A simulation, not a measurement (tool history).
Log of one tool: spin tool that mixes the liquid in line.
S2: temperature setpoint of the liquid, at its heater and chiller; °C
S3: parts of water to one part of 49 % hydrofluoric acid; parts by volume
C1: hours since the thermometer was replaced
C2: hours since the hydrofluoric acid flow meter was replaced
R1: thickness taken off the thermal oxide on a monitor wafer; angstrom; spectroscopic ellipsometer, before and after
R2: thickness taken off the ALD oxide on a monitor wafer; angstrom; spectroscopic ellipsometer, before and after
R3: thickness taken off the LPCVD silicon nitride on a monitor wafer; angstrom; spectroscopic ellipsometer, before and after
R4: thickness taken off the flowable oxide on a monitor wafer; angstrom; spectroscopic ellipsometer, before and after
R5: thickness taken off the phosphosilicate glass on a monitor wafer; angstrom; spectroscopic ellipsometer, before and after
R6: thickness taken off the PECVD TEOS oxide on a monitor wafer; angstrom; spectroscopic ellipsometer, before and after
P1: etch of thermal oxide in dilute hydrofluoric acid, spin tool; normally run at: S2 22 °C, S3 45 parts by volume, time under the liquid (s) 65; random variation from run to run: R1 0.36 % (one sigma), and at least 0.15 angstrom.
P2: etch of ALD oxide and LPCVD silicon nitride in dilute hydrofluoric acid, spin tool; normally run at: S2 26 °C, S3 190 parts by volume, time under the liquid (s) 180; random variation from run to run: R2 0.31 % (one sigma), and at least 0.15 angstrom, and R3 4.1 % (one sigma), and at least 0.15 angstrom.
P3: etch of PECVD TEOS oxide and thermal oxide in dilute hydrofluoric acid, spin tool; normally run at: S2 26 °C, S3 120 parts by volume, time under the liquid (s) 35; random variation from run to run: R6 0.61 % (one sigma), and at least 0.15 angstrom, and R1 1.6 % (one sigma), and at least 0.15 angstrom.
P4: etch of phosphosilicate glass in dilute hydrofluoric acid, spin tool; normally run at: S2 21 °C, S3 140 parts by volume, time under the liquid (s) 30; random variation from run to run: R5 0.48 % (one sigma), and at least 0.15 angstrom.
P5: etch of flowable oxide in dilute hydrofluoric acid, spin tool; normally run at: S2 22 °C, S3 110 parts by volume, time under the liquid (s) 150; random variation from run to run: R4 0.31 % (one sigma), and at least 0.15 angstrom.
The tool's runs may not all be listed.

{"run": 1, "hour": 7.1, "process that ran": "P1", "S2": 22, "S3": 45, "time under the liquid (s)": 65, "C1": 167.8, "C2": 769.4, "R1": 63.229}
{"run": 2, "hour": 12.5, "process that ran": "P1", "S2": 22, "S3": 45, "time under the liquid (s)": 65, "C1": 173.2, "C2": 774.8, "R1": 62.861}
{"run": 3, "hour": 16.8, "process that ran": "P2", "S2": 26, "S3": 190, "time under the liquid (s)": 180, "C1": 177.5, "C2": 779.1, "R2": 173.68, "R3": 6.4873}
{"run": 4, "hour": 22.2, "process that ran": "P1", "S2": 17, "S3": 45, "time under the liquid (s)": 65, "C1": 182.9, "C2": 784.5, "R1": 51.204}
{"run": 5, "hour": 27.9, "process that ran": "P1", "S2": 28.5, "S3": 45, "time under the liquid (s)": 65, "C1": 188.6, "C2": 790.2, "R1": 82.108}
{"run": 6, "hour": 33.2, "process that ran": "P5", "S2": 22, "S3": 110, "time under the liquid (s)": 150, "C1": 193.9, "C2": 795.5, "R4": 305.17}
{"run": 7, "hour": 39.8, "process that ran": "P1", "S2": 22, "S3": 65, "time under the liquid (s)": 110, "C1": 200.5, "C2": 802.1, "R1": 71.955}
{"run": 8, "hour": 44.0, "process that ran": "P4", "S2": 21, "S3": 140, "time under the liquid (s)": 30, "C1": 204.7, "C2": 806.3, "R5": 349.11}
{"run": 9, "hour": 48.5, "process that ran": "P1", "S2": 22, "S3": 45, "time under the liquid (s)": 65, "C1": 209.2, "C2": 810.8, "R1": 63.061}
{"run": 10, "hour": 52.7, "process that ran": "P1", "S2": 22, "S3": 45, "time under the liquid (s)": 65, "C1": 213.4, "C2": 815, "R1": 63.373}
{"run": 11, "hour": 57.8, "process that ran": "P4", "S2": 21, "S3": 140, "time under the liquid (s)": 15, "C1": 218.5, "C2": 820.1, "R5": 174.94}
{"run": 12, "hour": 61.7, "process that ran": "P5", "S2": 29.5, "S3": 110, "time under the liquid (s)": 150, "C1": 222.4, "C2": 824, "R4": 407.89}
{"run": 13, "hour": 65.7, "process that ran": "P3", "S2": 26, "S3": 120, "time under the liquid (s)": 55, "C1": 226.4, "C2": 828, "R1": 21.582, "R6": 61.14}
{"run": 14, "hour": 72.9, "process that ran": "P1", "S2": 22, "S3": 20, "time under the liquid (s)": 65, "C1": 233.6, "C2": 835.2, "R1": 146.4}
{"run": 15, "hour": 79.2, "process that ran": "P1", "S2": 22, "S3": 45, "time under the liquid (s)": 15, "C1": 239.9, "C2": 841.5, "R1": 14.539}
{"run": 16, "hour": 83.8, "process that ran": "P2", "S2": 26, "S3": 190, "time under the liquid (s)": 40, "C1": 244.5, "C2": 846.1, "R2": 38.852, "R3": 1.445}
{"run": 17, "hour": 90.4, "process that ran": "P1", "S2": 22, "S3": 45, "time under the liquid (s)": 65, "C1": 251.1, "C2": 852.7, "R1": 63.428}
{"run": 18, "hour": 97.1, "process that ran": "P2", "S2": 26, "S3": 325, "time under the liquid (s)": 180, "C1": 257.8, "C2": 859.4, "R2": 88.824, "R3": 3.815}
{"run": 19, "hour": 101.3, "process that ran": "P3", "S2": 26, "S3": 210, "time under the liquid (s)": 35, "C1": 262, "C2": 863.6, "R1": 7.0645, "R6": 20.59}
{"run": 20, "hour": 105.3, "process that ran": "P4", "S2": 17, "S3": 140, "time under the liquid (s)": 30, "C1": 266, "C2": 867.6, "R5": 296.87}
{"run": 21, "hour": 109.1, "process that ran": "P1", "S2": 22, "S3": 45, "time under the liquid (s)": 65, "C1": 269.8, "C2": 871.4, "R1": 62.974}
{"run": 22, "hour": 114.4, "process that ran": "P1", "S2": 22, "S3": 60, "time under the liquid (s)": 65, "C1": 275.1, "C2": 876.7, "R1": 46.647}
{"run": 23, "hour": 118.9, "process that ran": "P1", "S2": 17, "S3": 70, "time under the liquid (s)": 65, "C1": 279.6, "C2": 881.2, "R1": 31.672}
{"run": 24, "hour": 123.5, "process that ran": "P4", "S2": 21, "S3": 70, "time under the liquid (s)": 30, "C1": 284.2, "C2": 885.8, "R5": 751.9}
{"run": 25, "hour": 128.2, "process that ran": "P5", "S2": 22, "S3": 25, "time under the liquid (s)": 150, "C1": 288.9, "C2": 890.5, "R4": 1491.9}
{"run": 26, "hour": 136.2, "process that ran": "P3", "S2": 20.5, "S3": 120, "time under the liquid (s)": 35, "C1": 296.9, "C2": 898.5, "R1": 11.35, "R6": 31.635}
{"run": 27, "hour": 142.9, "process that ran": "P1", "S2": 29.5, "S3": 45, "time under the liquid (s)": 35, "C1": 303.6, "C2": 905.2, "R1": 46.021}
{"run": 28, "hour": 151.4, "process that ran": "P3", "S2": 26, "S3": 120, "time under the liquid (s)": 35, "C1": 312.1, "C2": 913.7, "R1": 14.034, "R6": 38.881}
{"run": 29, "hour": 158.4, "process that ran": "P1", "S2": 22, "S3": 45, "time under the liquid (s)": 115, "C1": 319.1, "C2": 920.7, "R1": 111.47}
{"run": 30, "hour": 163.9, "process that ran": "P2", "S2": 26, "S3": 190, "time under the liquid (s)": 180, "C1": 324.6, "C2": 926.2, "R2": 175.41, "R3": 6.1816}
{"run": 31, "hour": 171.5, "process that ran": "P2", "S2": 34, "S3": 190, "time under the liquid (s)": 180, "C1": 332.2, "C2": 933.8, "R2": 230.13, "R3": 10.159}
{"run": 32, "hour": 176.1, "process that ran": "P5", "S2": 22, "S3": 110, "time under the liquid (s)": 300, "C1": 336.8, "C2": 938.4, "R4": 609.16}
{"run": 33, "hour": 184.5, "process that ran": "P1", "S2": 22, "S3": 45, "time under the liquid (s)": 65, "C1": 345.2, "C2": 946.8, "R1": 63.267}
{"run": 34, "hour": 191.7, "process that ran": "P1", "S2": 22, "S3": 45, "time under the liquid (s)": 65, "C1": 352.4, "C2": 954, "R1": 65.322}
{"run": 35, "hour": 196.0, "process that ran": "P1", "S2": 22, "S3": 45, "time under the liquid (s)": 65, "C1": 356.7, "C2": 958.3, "R1": 65.478}
{"run": 36, "hour": 200.1, "process that ran": "P1", "S2": 22, "S3": 45, "time under the liquid (s)": 65, "C1": 360.8, "C2": 962.4, "R1": 65.955}
{"run": 37, "hour": 208.1, "process that ran": "P1", "S2": 22, "S3": 45, "time under the liquid (s)": 65, "C1": 368.8, "C2": 970.4, "R1": 67.132}
{"run": 38, "hour": 213.2, "process that ran": "P1", "S2": 22, "S3": 45, "time under the liquid (s)": 65, "C1": 373.9, "C2": 975.5, "R1": 67.005}
{"run": 39, "hour": 217.4, "process that ran": "P1", "S2": 22, "S3": 45, "time under the liquid (s)": 65, "C1": 378.1, "C2": 979.7, "R1": 67.568}
{"run": 40, "hour": 225.9, "process that ran": "P1", "S2": 22, "S3": 45, "time under the liquid (s)": 65, "C1": 386.6, "C2": 988.2, "R1": 68.101}
{"run": 41, "hour": 234.4, "process that ran": "P1", "S2": 22, "S3": 45, "time under the liquid (s)": 65, "C1": 395.1, "C2": 996.7, "R1": 68.452}
{"run": 42, "hour": 242.8, "process that ran": "P1", "S2": 22, "S3": 45, "time under the liquid (s)": 65, "C1": 403.5, "C2": 1005.1, "R1": 68.648}
{"run": 43, "hour": 249.9, "process that ran": "P1", "S2": 22, "S3": 45, "time under the liquid (s)": 65, "C1": 410.6, "C2": 1012.2, "R1": 68.956}
{"run": 44, "hour": 254.8, "process that ran": "P1", "S2": 22, "S3": 45, "time under the liquid (s)": 65, "C1": 415.5, "C2": 1017.1, "R1": 68.537}

What P1 gives has crept away from where it was. These 2 causes fit the log equally well, each at the size given:
A: liquid hotter than its thermometer reads (K) = 2
B: hydrofluoric acid flow above the setpoint (%) = 8.19
The creep began at about hour 184.5.

4 check runs are offered, one wafer each, their results left as question marks. Which one tells the causes apart?
{"run": "check 1", "hour": 259.7, "process that ran": "P4", "S2": 17, "S3": 140, "time under the liquid (s)": 15, "R5": "?"}
{"run": "check 2", "hour": 259.7, "process that ran": "P3", "S2": 22, "S3": 120, "time under the liquid (s)": 35, "R1": "?", "R6": "?"}
{"run": "check 3", "hour": 259.7, "process that ran": "P5", "S2": 22, "S3": 40, "time under the liquid (s)": 280, "R4": "?"}
{"run": "check 4", "hour": 259.7, "process that ran": "P2", "S2": 34, "S3": 300, "time under the liquid (s)": 180, "R2": "?", "R3": "?"}

What each check would give under each cause:
check=check_1 result=R5 if_A=161.07 if_B=162.29
check=check_2 result=R1 if_A=13.052 if_B=13.186
check=check_2 result=R6 if_A=36.252 if_B=36.625
check=check_3 result=R4 if_A=1854.5 if_B=1852.7
check=check_4 result=R2 if_A=134.99 if_B=141.28
check=check_4 result=R3 if_A=7.1331 if_B=6.9472
How far apart the two closest causes lie, in the result that separates them most: check 1 0.76 %; check 2 1.02 %; check 3 0.1 %; check 4 4.55 %
Only check 4 tells the causes apart: in the others they would give nearly the same result.

Check 4 was then run and gave: R2 140.87 angstrom; R3 6.6069 angstrom. Which cause is it?

It is B: hydrofluoric acid flow above the setpoint (%).

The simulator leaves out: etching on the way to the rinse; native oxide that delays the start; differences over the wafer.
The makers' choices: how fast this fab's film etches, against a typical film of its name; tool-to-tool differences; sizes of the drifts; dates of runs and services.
